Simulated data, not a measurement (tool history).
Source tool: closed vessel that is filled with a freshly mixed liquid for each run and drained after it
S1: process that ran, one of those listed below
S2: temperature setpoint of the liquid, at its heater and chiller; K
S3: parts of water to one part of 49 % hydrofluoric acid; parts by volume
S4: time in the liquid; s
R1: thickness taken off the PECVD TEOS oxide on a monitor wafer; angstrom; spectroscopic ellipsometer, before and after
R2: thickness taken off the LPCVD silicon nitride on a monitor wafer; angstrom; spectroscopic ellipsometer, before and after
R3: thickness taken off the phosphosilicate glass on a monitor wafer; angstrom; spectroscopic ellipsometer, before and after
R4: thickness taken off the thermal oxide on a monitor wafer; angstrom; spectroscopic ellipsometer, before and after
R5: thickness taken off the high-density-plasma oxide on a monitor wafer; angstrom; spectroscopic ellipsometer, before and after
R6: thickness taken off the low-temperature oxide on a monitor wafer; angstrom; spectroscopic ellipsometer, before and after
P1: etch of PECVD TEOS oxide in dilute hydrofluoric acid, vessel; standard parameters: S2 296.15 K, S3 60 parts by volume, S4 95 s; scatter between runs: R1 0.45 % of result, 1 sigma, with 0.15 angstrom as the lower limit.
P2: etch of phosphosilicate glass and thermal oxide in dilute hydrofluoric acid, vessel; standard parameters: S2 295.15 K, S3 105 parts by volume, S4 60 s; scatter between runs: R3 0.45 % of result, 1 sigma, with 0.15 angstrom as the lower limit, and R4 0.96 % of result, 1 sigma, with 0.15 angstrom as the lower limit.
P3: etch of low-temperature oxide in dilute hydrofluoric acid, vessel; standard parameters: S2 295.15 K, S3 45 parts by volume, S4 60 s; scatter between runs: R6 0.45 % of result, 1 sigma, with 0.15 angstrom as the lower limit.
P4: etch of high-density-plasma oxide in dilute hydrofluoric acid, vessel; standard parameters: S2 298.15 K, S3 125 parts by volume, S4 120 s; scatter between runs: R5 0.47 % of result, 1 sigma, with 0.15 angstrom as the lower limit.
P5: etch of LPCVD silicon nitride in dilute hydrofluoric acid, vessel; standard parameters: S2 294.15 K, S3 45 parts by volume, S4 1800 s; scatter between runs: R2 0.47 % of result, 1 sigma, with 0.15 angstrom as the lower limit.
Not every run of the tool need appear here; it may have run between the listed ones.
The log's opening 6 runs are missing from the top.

Run 7, hour 68.0: S1 P1, S2 291.65 K, S3 60 parts by volume, S4 45 s. Result: R1 53.308 angstrom.
Run 8, hour 79.6: S1 P5, S2 294.15 K, S3 45 parts by volume, S4 1800 s. Result: R2 148.15 angstrom.
Run 9, hour 85.9: S1 P4, S2 303.15 K, S3 125 parts by volume, S4 120 s. Result: R5 67.281 angstrom.
Run 10, hour 93.7: S1 P1, S2 290.15 K, S3 60 parts by volume, S4 150 s. Result: R1 166.070 angstrom.
Run 11, hour 99.9: S1 P1, S2 292.15 K, S3 60 parts by volume, S4 95 s. Result: R1 114.600 angstrom.
Run 12, hour 106.6: S1 P1, S2 296.15 K, S3 30 parts by volume, S4 95 s. Result: R1 283.670 angstrom.
Run 13, hour 119.9: S1 P1, S2 296.15 K, S3 60 parts by volume, S4 95 s. Result: R1 135.230 angstrom.
Run 14, hour 129.5: S1 P3, S2 295.15 K, S3 25 parts by volume, S4 60 s. Result: R6 548.09 angstrom.
Run 15, hour 136.1: S1 P1, S2 299.65 K, S3 60 parts by volume, S4 95 s. Result: R1 157.160 angstrom.
Run 16, hour 143.5: S1 P5, S2 300.65 K, S3 45 parts by volume, S4 1800 s. Result: R2 230.38 angstrom.
At hour 150.2: thermometer replaced.
Run 17, hour 150.9: S1 P3, S2 291.15 K, S3 45 parts by volume, S4 60 s. Result: R6 249.04 angstrom.
Run 18, hour 158.5: S1 P4, S2 298.15 K, S3 60 parts by volume, S4 120 s. Result: R5 124.410 angstrom.
Run 19, hour 167.9: S1 P5, S2 294.15 K, S3 45 parts by volume, S4 1800 s. Result: R2 148.06 angstrom.
Run 20, hour 173.9: S1 P2, S2 295.15 K, S3 105 parts by volume, S4 35 s. Result: R3 238.66 angstrom, R4 15.470 angstrom.
Run 21, hour 182.7: S1 P4, S2 298.15 K, S3 125 parts by volume, S4 120 s. Result: R5 55.661 angstrom.
Run 22, hour 190.9: S1 P4, S2 298.15 K, S3 125 parts by volume, S4 55 s. Result: R5 25.351 angstrom.
Run 23, hour 200.7: S1 P2, S2 295.15 K, S3 105 parts by volume, S4 60 s. Result: R3 406.74 angstrom, R4 26.853 angstrom.
Run 24, hour 208.1: S1 P4, S2 298.15 K, S3 125 parts by volume, S4 120 s. Result: R5 55.368 angstrom.
Run 25, hour 219.9: S1 P1, S2 296.15 K, S3 85 parts by volume, S4 95 s. Result: R1 92.428 angstrom.
Run 26, hour 233.0: S1 P3, S2 295.15 K, S3 45 parts by volume, S4 90 s. Result: R6 445.92 angstrom.

Run 27 has not been measured yet. What should we expect?
Run 27, hour 244.4: S1 P1, S2 296.15 K, S3 60 parts by volume, S4 170 s. Result: R1 ?.

R1: 244.430 angstrom
